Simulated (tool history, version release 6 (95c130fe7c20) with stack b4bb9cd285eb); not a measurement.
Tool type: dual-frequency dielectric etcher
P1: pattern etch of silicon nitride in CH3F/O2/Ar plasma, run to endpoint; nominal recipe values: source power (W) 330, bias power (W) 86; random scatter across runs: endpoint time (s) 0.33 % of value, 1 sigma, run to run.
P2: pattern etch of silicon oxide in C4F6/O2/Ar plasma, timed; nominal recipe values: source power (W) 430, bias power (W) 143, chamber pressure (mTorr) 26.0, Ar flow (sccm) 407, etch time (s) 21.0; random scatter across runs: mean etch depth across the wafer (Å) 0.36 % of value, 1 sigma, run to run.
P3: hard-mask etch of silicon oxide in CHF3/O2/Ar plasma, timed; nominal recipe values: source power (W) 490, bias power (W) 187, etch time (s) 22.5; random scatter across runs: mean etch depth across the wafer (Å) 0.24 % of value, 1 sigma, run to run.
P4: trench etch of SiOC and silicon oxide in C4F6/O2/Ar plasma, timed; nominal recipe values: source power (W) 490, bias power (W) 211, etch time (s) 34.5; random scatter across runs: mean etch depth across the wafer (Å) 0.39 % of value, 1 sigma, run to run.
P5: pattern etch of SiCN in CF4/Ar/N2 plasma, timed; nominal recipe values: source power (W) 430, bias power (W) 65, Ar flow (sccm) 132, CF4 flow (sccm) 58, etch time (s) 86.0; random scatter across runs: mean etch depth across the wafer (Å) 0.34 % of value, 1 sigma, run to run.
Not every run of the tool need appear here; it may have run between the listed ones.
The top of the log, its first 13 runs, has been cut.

run,hour,process that ran,source power (W),bias power (W),chamber pressure (mTorr),Ar flow (sccm),etch time (s),CF4 flow (sccm),hours since the last wet clean,hours since the last source power generator calibration,hours since the last bias power generator calibration,endpoint time (s),mean etch depth across the wafer (Å)
14,54.9,P3,290,187,,,22.5,,365.3,900.7,1474.8,,336.95
15,59.0,P1,330,70,,,,,369.4,904.8,1478.9,50.296,
16,63.5,P5,270,65,,132,86.0,58,373.9,909.3,1483.4,,439.25
17,69.4,P1,400,64,,,,,379.8,915.2,1489.3,48.318,
# hour 71.4: wet clean of the chamber
18,72.3,P2,430,201,26.0,407,21.0,,0.9,918.1,1492.2,,685.55
19,75.8,P1,330,110,,,,,4.4,921.6,1495.7,43.030,
20,81.6,P1,410,86,,,,,10.2,927.4,1501.5,43.075,
21,84.7,P2,430,143,32.5,407,21.0,,13.3,930.5,1504.6,,603.54
22,88.6,P3,490,187,,,34.0,,17.2,934.4,1508.5,,620.28
23,91.9,P4,490,129,,,34.5,,20.5,937.7,1511.8,,683.12
24,95.1,P2,430,143,26.0,407,11.5,,23.7,940.9,1515.0,,338.32
25,100.2,P1,330,86,,,,,28.8,946.0,1520.1,46.861,
26,103.9,P1,330,86,,,,,32.5,949.7,1523.8,47.075,

Predict the results of run 27:
27,109.1,P1,260,116,,,,,37.7,954.9,1529.0,?,

endpoint time (s): 46.206
